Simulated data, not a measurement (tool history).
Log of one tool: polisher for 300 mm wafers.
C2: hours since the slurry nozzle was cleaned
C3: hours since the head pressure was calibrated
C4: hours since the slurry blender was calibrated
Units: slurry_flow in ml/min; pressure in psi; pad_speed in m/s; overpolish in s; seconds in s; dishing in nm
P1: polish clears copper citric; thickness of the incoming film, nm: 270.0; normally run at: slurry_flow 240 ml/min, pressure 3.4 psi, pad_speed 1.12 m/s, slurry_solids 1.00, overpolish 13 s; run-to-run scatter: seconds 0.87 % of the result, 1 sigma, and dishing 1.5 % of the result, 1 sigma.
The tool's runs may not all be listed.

Run 1, hour 3.7: slurry_flow 240 ml/min, pressure 3.4 psi, pad_speed 1.12 m/s, slurry_solids 1.00, overpolish 13 s; wafers polished on this pad 467; C2 586.8; C3 303.6; C4 89.0. Result: seconds 99.818 s, dishing 22.0660 nm.
Run 2, hour 8.0: slurry_flow 335 ml/min, pressure 3.4 psi, pad_speed 1.12 m/s, slurry_solids 1.00, overpolish 13 s; wafers polished on this pad 516; C2 591.1; C3 307.9; C4 93.3. Result: seconds 96.455 s, dishing 21.9570 nm.
Run 3, hour 14.0: slurry_flow 240 ml/min, pressure 3.4 psi, pad_speed 1.12 m/s, slurry_solids 1.00, overpolish 4 s; wafers polished on this pad 584; C2 597.1; C3 313.9; C4 99.3. Result: seconds 99.377 s, dishing 7.9509 nm.
Run 4, hour 21.4: slurry_flow 240 ml/min, pressure 3.4 psi, pad_speed 0.54 m/s, slurry_solids 0.55, overpolish 13 s; wafers polished on this pad 668; C2 604.5; C3 321.3; C4 106.7. Result: seconds 231.350 s, dishing 10.8610 nm.
Run 5, hour 26.3: slurry_flow 240 ml/min, pressure 3.4 psi, pad_speed 1.12 m/s, slurry_solids 1.00, overpolish 13 s; wafers polished on this pad 723; C2 609.4; C3 326.2; C4 111.6. Result: seconds 100.600 s, dishing 21.8130 nm.
Run 6, hour 31.3: slurry_flow 240 ml/min, pressure 4.7 psi, pad_speed 1.12 m/s, slurry_solids 1.00, overpolish 13 s; wafers polished on this pad 780; C2 614.4; C3 331.2; C4 116.6. Result: seconds 72.231 s, dishing 27.2400 nm.
Run 7, hour 38.6: slurry_flow 240 ml/min, pressure 3.4 psi, pad_speed 0.62 m/s, slurry_solids 1.00, overpolish 13 s; wafers polished on this pad 862; C2 621.7; C3 338.5; C4 123.9. Result: seconds 178.730 s, dishing 13.3840 nm.
Run 8, hour 46.7: slurry_flow 240 ml/min, pressure 1.9 psi, pad_speed 1.12 m/s, slurry_solids 1.00, overpolish 13 s; wafers polished on this pad 954; C2 629.8; C3 346.6; C4 132.0. Result: seconds 174.740 s, dishing 13.8310 nm.
Run 9, hour 54.4: slurry_flow 320 ml/min, pressure 3.4 psi, pad_speed 1.64 m/s, slurry_solids 1.00, overpolish 13 s; wafers polished on this pad 1041; C2 637.5; C3 354.3; C4 139.7. Result: seconds 67.123 s, dishing 28.0850 nm.
Run 10, hour 61.2: slurry_flow 145 ml/min, pressure 3.4 psi, pad_speed 1.12 m/s, slurry_solids 1.00, overpolish 13 s; wafers polished on this pad 1118; C2 644.3; C3 361.1; C4 146.5. Result: seconds 107.760 s, dishing 20.4060 nm.
Run 11, hour 69.1: slurry_flow 240 ml/min, pressure 3.4 psi, pad_speed 1.76 m/s, slurry_solids 1.00, overpolish 13 s; wafers polished on this pad 1207; C2 652.2; C3 369.0; C4 154.4. Result: seconds 64.840 s, dishing 29.5750 nm.
Run 12, hour 75.6: slurry_flow 240 ml/min, pressure 5.0 psi, pad_speed 1.12 m/s, slurry_solids 0.70, overpolish 13 s; wafers polished on this pad 1281; C2 658.7; C3 375.5; C4 160.9. Result: seconds 74.459 s, dishing 27.4070 nm.
At hour 77.8: head pressure recalibrated.
Run 13, hour 83.0: slurry_flow 240 ml/min, pressure 3.4 psi, pad_speed 1.12 m/s, slurry_solids 0.50, overpolish 13 s; wafers polished on this pad 1364; C2 666.1; C3 5.3; C4 168.3. Result: seconds 117.270 s, dishing 19.1530 nm.
Run 14, hour 90.1: slurry_flow 240 ml/min, pressure 3.4 psi, pad_speed 1.12 m/s, slurry_solids 1.00, overpolish 13 s; wafers polished on this pad 1445; C2 673.2; C3 12.4; C4 175.4. Result: seconds 100.930 s, dishing 22.1650 nm.
Run 15, hour 94.5: slurry_flow 240 ml/min, pressure 3.4 psi, pad_speed 1.12 m/s, slurry_solids 1.40, overpolish 13 s; wafers polished on this pad 1494; C2 677.6; C3 16.8; C4 179.8. Result: seconds 95.637 s, dishing 22.7540 nm.
Run 16, hour 98.2: slurry_flow 240 ml/min, pressure 3.4 psi, pad_speed 1.12 m/s, slurry_solids 1.00, overpolish 19 s; wafers polished on this pad 1536; C2 681.3; C3 20.5; C4 183.5. Result: seconds 98.824 s, dishing 28.1300 nm.
Run 17, hour 106.2: slurry_flow 240 ml/min, pressure 3.4 psi, pad_speed 1.12 m/s, slurry_solids 1.00, overpolish 13 s; wafers polished on this pad 1627; C2 689.3; C3 28.5; C4 191.5. Result: seconds 98.197 s, dishing 21.5600 nm.
Run 18, hour 113.3: slurry_flow 240 ml/min, pressure 3.4 psi, pad_speed 1.12 m/s, slurry_solids 1.00, overpolish 13 s; wafers polished on this pad 1707; C2 696.4; C3 35.6; C4 198.6. Result: seconds 99.632 s, dishing 21.4160 nm.
Run 19, hour 117.5: slurry_flow 240 ml/min, pressure 3.4 psi, pad_speed 1.12 m/s, slurry_solids 1.00, overpolish 13 s; wafers polished on this pad 1755; C2 700.6; C3 39.8; C4 202.8. Result: seconds 102.490 s, dishing 21.5010 nm.
Run 20, hour 124.4: slurry_flow 240 ml/min, pressure 3.4 psi, pad_speed 1.12 m/s, slurry_solids 1.00, overpolish 13 s; wafers polished on this pad 1833; C2 707.5; C3 46.7; C4 209.7. Result: seconds 104.010 s, dishing 21.3780 nm.
Run 21, hour 130.7: slurry_flow 240 ml/min, pressure 3.4 psi, pad_speed 1.12 m/s, slurry_solids 1.00, overpolish 13 s; wafers polished on this pad 1904; C2 713.8; C3 53.0; C4 216.0. Result: seconds 105.570 s, dishing 20.7370 nm.
Run 22, hour 137.3: slurry_flow 240 ml/min, pressure 3.4 psi, pad_speed 1.12 m/s, slurry_solids 1.00, overpolish 13 s; wafers polished on this pad 1978; C2 720.4; C3 59.6; C4 222.6. Result: seconds 104.180 s, dishing 21.0190 nm.
At hour 139.0: head pressure recalibrated.
At hour 145.1: worn pad replaced by a new one.
Run 23, hour 145.1: slurry_flow 240 ml/min, pressure 3.4 psi, pad_speed 1.12 m/s, slurry_solids 1.00, overpolish 13 s; wafers polished on this pad 0; C2 728.2; C3 6.1; C4 230.4. Result: seconds 105.030 s, dishing 21.3890 nm.
Run 24, hour 149.1: slurry_flow 240 ml/min, pressure 3.4 psi, pad_speed 1.12 m/s, slurry_solids 1.00, overpolish 13 s; wafers polished on this pad 45; C2 732.2; C3 10.1; C4 234.4. Result: seconds 104.700 s, dishing 21.1390 nm.
Run 25, hour 157.1: slurry_flow 240 ml/min, pressure 3.4 psi, pad_speed 1.12 m/s, slurry_solids 1.00, overpolish 13 s; wafers polished on this pad 136; C2 740.2; C3 18.1; C4 242.4. Result: seconds 106.440 s, dishing 20.6040 nm.
Run 26, hour 162.1: slurry_flow 240 ml/min, pressure 3.4 psi, pad_speed 1.12 m/s, slurry_solids 1.00, overpolish 13 s; wafers polished on this pad 192; C2 745.2; C3 23.1; C4 247.4. Result: seconds 105.530 s, dishing 20.6350 nm.

What P1 gives has crept away from where it was. These 2 causes fit the log equally well, each at the size given:
A: slurry flow missing at the pad, % = 32.4
B: abrasive missing from the slurry, % = 22.2
The creep began at about hour 113.3.
Why every other cause is out:
removal rate lost through wear of the pad, %: serviced at hour 145.1, which brought nothing back
head's pressure below its setpoint, %: serviced at hour 139.0, which brought nothing back

4 check runs are offered, each on 5 wafers whose results are averaged, their results left as question marks. Which one tells the causes apart?
Run check 1, hour 167.1: slurry_flow 145 ml/min, pressure 3.4 psi, pad_speed 1.12 m/s, slurry_solids 1.00, overpolish 18 s. Result: seconds ?, dishing ?.
Run check 2, hour 167.1: slurry_flow 240 ml/min, pressure 3.4 psi, pad_speed 1.12 m/s, slurry_solids 1.00, overpolish 4 s. Result: seconds ?, dishing ?.
Run check 3, hour 167.1: slurry_flow 240 ml/min, pressure 3.4 psi, pad_speed 1.12 m/s, slurry_solids 0.55, overpolish 13 s. Result: seconds ?, dishing ?.
Run check 4, hour 167.1: slurry_flow 240 ml/min, pressure 3.4 psi, pad_speed 1.64 m/s, slurry_solids 1.25, overpolish 13 s. Result: seconds ?, dishing ?.

What each check would give under each cause:
  check   result     if A     if B
check 1  seconds  117.440  113.830
check 1  dishing  24.5210  25.0730
check 2  seconds  105.910  105.910
check 2  dishing   7.5477   7.5475
check 3  seconds  119.830  119.360
check 3  dishing  18.8780  18.9370
check 4  seconds   69.326   69.428
check 4  dishing  28.1400  28.1130
How far apart the two closest causes lie, in the result that separates them most: check 1 3.12 %; check 2 0 %; check 3 0.39 %; check 4 0.15 %
Only check 1 tells the causes apart: in the others they would give nearly the same result.

Then check 1 was run and gave: seconds 117.920 s; dishing 24.5330 nm. Which cause is it?

It is A: slurry flow missing at the pad, %.
